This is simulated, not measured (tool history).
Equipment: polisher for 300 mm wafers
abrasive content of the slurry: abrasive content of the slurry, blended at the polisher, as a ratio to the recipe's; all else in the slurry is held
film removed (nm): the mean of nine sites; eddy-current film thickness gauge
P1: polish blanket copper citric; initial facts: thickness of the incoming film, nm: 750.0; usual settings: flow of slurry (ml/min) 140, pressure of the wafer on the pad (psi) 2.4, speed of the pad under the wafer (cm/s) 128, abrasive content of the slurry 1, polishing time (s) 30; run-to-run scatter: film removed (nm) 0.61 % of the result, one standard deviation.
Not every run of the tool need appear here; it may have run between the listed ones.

run     day  flow of slurry (ml/min)  pressure of the wafer on the pad (psi)  speed of the pad under the wafer (cm/s)  abrasive content of the slurry  polishing time (s)  wafers polished on this pad  hours since the slurry nozzle was cleaned  hours since the head pressure was calibrated  hours since the slurry blender was calibrated  film removed (nm)
  1   0.638                      140                                     2.4                                      128                               1                  30                          548                                      127.2                                         475.4                                           55.8             62.904
  2   1.333                      140                                     2.4                                      202                               1                  30                          703                                      143.9                                         492.1                                           72.5             98.753
  3   1.867                      140                                     2.4                                      128                               1                  44                          822                                      156.7                                         504.9                                           85.3             92.679
  4   2.412                      140                                     1.2                                      128                               1                  30                          943                                      169.8                                           518                                           98.4             31.923
  5   2.858                      210                                     2.4                                      128                               1                  30                         1042                                      180.5                                         528.7                                          109.1             66.077
      3.217  -- slurry blender recalibrated
  6   3.362                      140                                     2.4                                      128                               1                  16                         1155                                      192.6                                         540.8                                            3.5             33.185
  7   4.071                      140                                     3.5                                      128                               1                  30                         1312                                      209.6                                         557.8                                           20.5             90.053
  8   4.408                      140                                     3.7                                       68                               1                  30                         1388                                      217.7                                         565.9                                           28.6             50.982
      5.067  -- head pressure recalibrated
  9   5.092                       85                                     2.4                                      128                               1                  30                         1540                                      234.1                                           0.6                                             45             55.975
 10   5.629                      140                                     2.4                                      128                               1                  30                         1659                                        247                                          13.5                                           57.9             63.107
 11   5.988                      140                                     2.4                                      128                               1                  30                         1739                                      255.6                                          22.1                                           66.5             63.081
 12   6.483                      140                                     2.4                                      128                               1                  30                         1850                                      267.5                                            34                                           78.4             63.204
 13     7.2                      140                                     2.4                                      128                             1.3                  30                         2009                                      284.7                                          51.2                                           95.6             65.954
 14   7.642                      140                                     2.4                                      128                               1                  30                         2108                                      295.3                                          61.8                                          106.2             62.299
 15   8.104                      140                                     2.4                                       76                               1                  30                         2211                                      306.4                                          72.9                                          117.3             37.878
      8.242  -- worn pad replaced by a new one
 16   8.542                      140                                     2.4                                      128                               1                  30                           67                                      316.9                                          83.4                                          127.8             62.326
 17   8.854                      140                                     2.4                                      128                             0.7                  30                          136                                      324.4                                          90.9                                          135.3             58.054
 18   9.262                      140                                     2.4                                      128                               1                  30                          227                                      334.2                                         100.7                                          145.1             63.109
 19   9.592                      140                                     2.4                                      128                               1                  30                          301                                      342.1                                         108.6                                            153             62.978
 20  10.121                      140                                     2.4                                      128                               1                  30                          418                                      354.8                                         121.3                                          165.7             61.457
 21  10.738                      140                                     2.4                                      128                               1                  30                          556                                      369.6                                         136.1                                          180.5             59.198
 22  11.258                      140                                     2.4                                      128                               1                  30                          672                                      382.1                                         148.6                                            193             59.091
 23  11.696                      140                                     2.4                                      128                               1                  30                          769                                      392.6                                         159.1                                          203.5             58.901
     11.792  -- worn pad replaced by a new one
 24  12.404                      140                                     2.4                                      128                               1                  30                          136                                      409.6                                         176.1                                          220.5             57.458
 25  12.754                      140                                     2.4                                      128                               1                  30                          214                                        418                                         184.5                                          228.9             58.118
     12.758  -- head pressure recalibrated
 26  13.321                      140                                     2.4                                      128                               1                  30                          340                                      431.6                                          13.5                                          242.5             57.917
 27  13.967                      140                                     2.4                                      128                               1                  30                          484                                      447.1                                            29                                            258             57.563
 28  14.388                      140                                     2.4                                      128                               1                  30                          578                                      457.2                                          39.1                                          268.1             57.479

The log shows P1 creeping away from where it was. Any of the 2 causes listed here, at the size stated for it, fits the log just as well as the others:
A: slurry flow missing at the pad, % = 32.4
B: abrasive missing from the slurry, % = 33.8
The creep began at about day 9.592.
All other causes, with the reason each is excluded:
removal rate lost through wear of the pad, %: work on it at day 11.792, done after the drift set in, did not restore what the process gave before
head's pressure below its setpoint, %: work on it at day 12.758, done after the drift set in, did not restore what the process gave before

Each of the 4 check runs below uses one wafer; its results are left as question marks. Which run tells the causes apart?
check 1  14.808                      140                                     2.4                                      128                               1                  17                                                                                                                                                                                       ?
check 2  14.808                       85                                     2.4                                      128                               1                  17                                                                                                                                                                                       ?
check 3  14.808                      140                                     3.1                                      128                               1                  19                                                                                                                                                                                       ?
check 4  14.808                      140                                     2.4                                      102                               1                  30                                                                                                                                                                                       ?

How each check would come out, cause by cause:
  check             result    if A    if B
check 1  film removed (nm)  32.553  32.558
check 2  film removed (nm)  27.679      29
check 3  film removed (nm)  46.746  46.753
check 4  film removed (nm)  46.053   46.06
Separation of the two closest causes in each check, using whichever result separates them best: check 1 0.02 %; check 2 4.66 %; check 3 0.02 %; check 4 0.02 %
Check 2 tells the causes apart: in the others they would give nearly the same result.

Check 2 was carried out, with these results: film removed (nm) 27.975. Which of the listed causes is responsible?

The correct cause is A, namely: slurry flow missing at the pad, %.
